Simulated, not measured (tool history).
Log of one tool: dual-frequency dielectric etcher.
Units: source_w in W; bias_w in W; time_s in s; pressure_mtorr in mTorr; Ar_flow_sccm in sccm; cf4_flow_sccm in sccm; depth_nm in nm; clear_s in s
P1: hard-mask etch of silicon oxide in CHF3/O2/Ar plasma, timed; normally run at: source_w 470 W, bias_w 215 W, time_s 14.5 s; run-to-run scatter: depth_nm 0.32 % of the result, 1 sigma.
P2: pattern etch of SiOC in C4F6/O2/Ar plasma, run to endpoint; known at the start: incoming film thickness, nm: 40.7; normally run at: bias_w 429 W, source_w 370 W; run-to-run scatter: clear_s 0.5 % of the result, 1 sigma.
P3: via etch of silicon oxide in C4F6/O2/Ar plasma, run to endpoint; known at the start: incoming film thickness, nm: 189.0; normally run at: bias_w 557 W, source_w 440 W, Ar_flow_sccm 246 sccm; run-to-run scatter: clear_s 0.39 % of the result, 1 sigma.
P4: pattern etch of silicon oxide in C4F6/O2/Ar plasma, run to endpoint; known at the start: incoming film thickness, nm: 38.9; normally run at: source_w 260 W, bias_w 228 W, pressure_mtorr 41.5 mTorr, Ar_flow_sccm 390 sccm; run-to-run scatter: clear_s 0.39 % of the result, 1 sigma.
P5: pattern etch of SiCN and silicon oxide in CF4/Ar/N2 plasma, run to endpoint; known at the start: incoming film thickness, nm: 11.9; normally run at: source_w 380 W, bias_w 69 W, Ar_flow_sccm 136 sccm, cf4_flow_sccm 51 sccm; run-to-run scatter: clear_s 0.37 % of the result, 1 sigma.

| run | hour | process | source_w | bias_w | time_s | pressure_mtorr | Ar_flow_sccm | cf4_flow_sccm | hours since the last wet clean | hours since the last source power generator calibration | hours since the last bias power generator calibration | depth_nm | clear_s |
|---|---|---|---|---|---|---|---|---|---|---|---|---|---|
| 1 | 3.6 | P1 | 470 | 215 | 14.5 |  |  |  | 308.8 | 3348.3 | 2234.9 | 27.203 |  |
| 2 | 7.5 | P2 | 370 | 566 |  |  |  |  | 312.7 | 3352.2 | 2238.8 |  | 13.591 |
| 3 | 11.5 | P1 | 470 | 215 | 14.5 |  |  |  | 316.7 | 3356.2 | 2242.8 | 27.039 |  |
| 4 | 14.1 | P1 | 470 | 215 | 8 |  |  |  | 319.3 | 3358.8 | 2245.4 | 15.008 |  |
| 5 | 17.3 | P2 | 370 | 429 |  |  |  |  | 322.5 | 3362 | 2248.6 |  | 15.065 |
| 6 | 20.1 | P4 | 260 | 228 |  | 41.5 | 390 |  | 325.3 | 3364.8 | 2251.4 |  | 14.893 |
| 7 | 23.8 | P4 | 260 | 156 |  | 41.5 | 390 |  | 329 | 3368.5 | 2255.1 |  | 16.766 |
| 8 | 28.4 | P3 | 440 | 557 |  |  | 246 |  | 333.6 | 3373.1 | 2259.7 |  | 37.035 |
| 9 | 32.1 | P3 | 340 | 557 |  |  | 246 |  | 337.3 | 3376.8 | 2263.4 |  | 40.679 |
| 10 | 35.5 | P1 | 280 | 215 | 14.5 |  |  |  | 340.7 | 3380.2 | 2266.8 | 22.291 |  |
| 11 | 39.6 | P1 | 470 | 215 | 18 |  |  |  | 344.8 | 3384.3 | 2270.9 | 33.95 |  |
| 12 | 44.9 | P5 | 460 | 69 |  |  | 136 | 51 | 350.1 | 3389.6 | 2276.2 |  | 14.9 |
| 13 | 50.4 | P1 | 610 | 215 | 8.5 |  |  |  | 355.6 | 3395.1 | 2281.7 | 17.612 |  |
| 14 | 54.7 | P1 | 470 | 299 | 14.5 |  |  |  | 359.9 | 3399.4 | 2286 | 30.628 |  |
| 15 | 57.2 | P3 | 440 | 731 |  |  | 246 |  | 362.4 | 3401.9 | 2288.5 |  | 33.59 |
| 16 | 62.1 | P1 | 470 | 141 | 14.5 |  |  |  | 367.3 | 3406.8 | 2293.4 | 23.665 |  |
| 17 | 67.6 | P4 | 160 | 228 |  | 41.5 | 390 |  | 372.8 | 3412.3 | 2298.9 |  | 17.853 |
| 18 | 72 | P1 | 580 | 215 | 14.5 |  |  |  | 377.2 | 3416.7 | 2303.3 | 29.381 |  |
| 19 | 76.3 | P1 | 470 | 215 | 14.5 |  |  |  | 381.5 | 3421 | 2307.6 | 27.162 |  |
| 20 | 79.8 | P4 | 260 | 228 |  | 32 | 390 |  | 385 | 3424.5 | 2311.1 |  | 14.346 |
| 21 | 83.9 | P5 | 380 | 69 |  |  | 136 | 66 | 389.1 | 3428.6 | 2315.2 |  | 17.068 |
| 22 | 87.7 | P5 | 380 | 69 |  |  | 93 | 51 | 392.9 | 3432.4 | 2319 |  | 16.555 |
| 23 | 90.7 | P4 | 260 | 228 |  | 41.5 | 390 |  | 395.9 | 3435.4 | 2322 |  | 14.671 |
| 24 | 96.3 | P5 | 380 | 69 |  |  | 136 | 51 | 401.5 | 3441 | 2327.6 |  | 17.733 |
| 25 | 101.7 | P4 | 260 | 228 |  | 41.5 | 293 |  | 406.9 | 3446.4 | 2333 |  | 14.269 |
| 26 | 105.2 | P3 | 440 | 557 |  |  | 315 |  | 410.4 | 3449.9 | 2336.5 |  | 37.964 |
| 27 | 109.7 | P2 | 220 | 429 |  |  |  |  | 414.9 | 3454.4 | 2341 |  | 18.264 |
| 28 | 115.3 | P1 | 470 | 215 | 14.5 |  |  |  | 420.5 | 3460 | 2346.6 | 27.243 |  |
| 29 | 118.5 | P5 | 380 | 69 |  |  | 136 | 51 | 423.7 | 3463.2 | 2349.8 |  | 17.74 |
| 30 | 121.5 | P5 | 380 | 93 |  |  | 136 | 51 | 426.7 | 3466.2 | 2352.8 |  | 15.757 |
| 31 | 126.2 | P3 | 440 | 557 |  |  | 246 |  | 431.4 | 3470.9 | 2357.5 |  | 36.902 |
| 32 | 131.2 | P1 | 470 | 215 | 14.5 |  |  |  | 436.4 | 3475.9 | 2362.5 | 27.16 |  |
| 33 | 133.6 | P1 | 470 | 215 | 14.5 |  |  |  | 438.8 | 3478.3 | 2364.9 | 27.209 |  |
| 34 | 139 | P1 | 470 | 215 | 14.5 |  |  |  | 444.2 | 3483.7 | 2370.3 | 27.433 |  |
| 35 | 143.2 | P1 | 470 | 215 | 14.5 |  |  |  | 448.4 | 3487.9 | 2374.5 | 27.541 |  |
| 36 | 145.8 | P1 | 470 | 215 | 14.5 |  |  |  | 451 | 3490.5 | 2377.1 | 27.55 |  |
|  | 147.3 | wet clean of the chamber |
| 37 | 148.5 | P1 | 470 | 215 | 14.5 |  |  |  | 1.3 | 3493.2 | 2379.8 | 27.659 |  |

The next listed run, before its measurement:
| 38 | 152.1 | P1 | 470 | 215 | 14.5 |  |  |  | 4.9 | 3496.8 | 2383.4 | ? |  |

{"run 38": {"depth_nm": 27.542}}
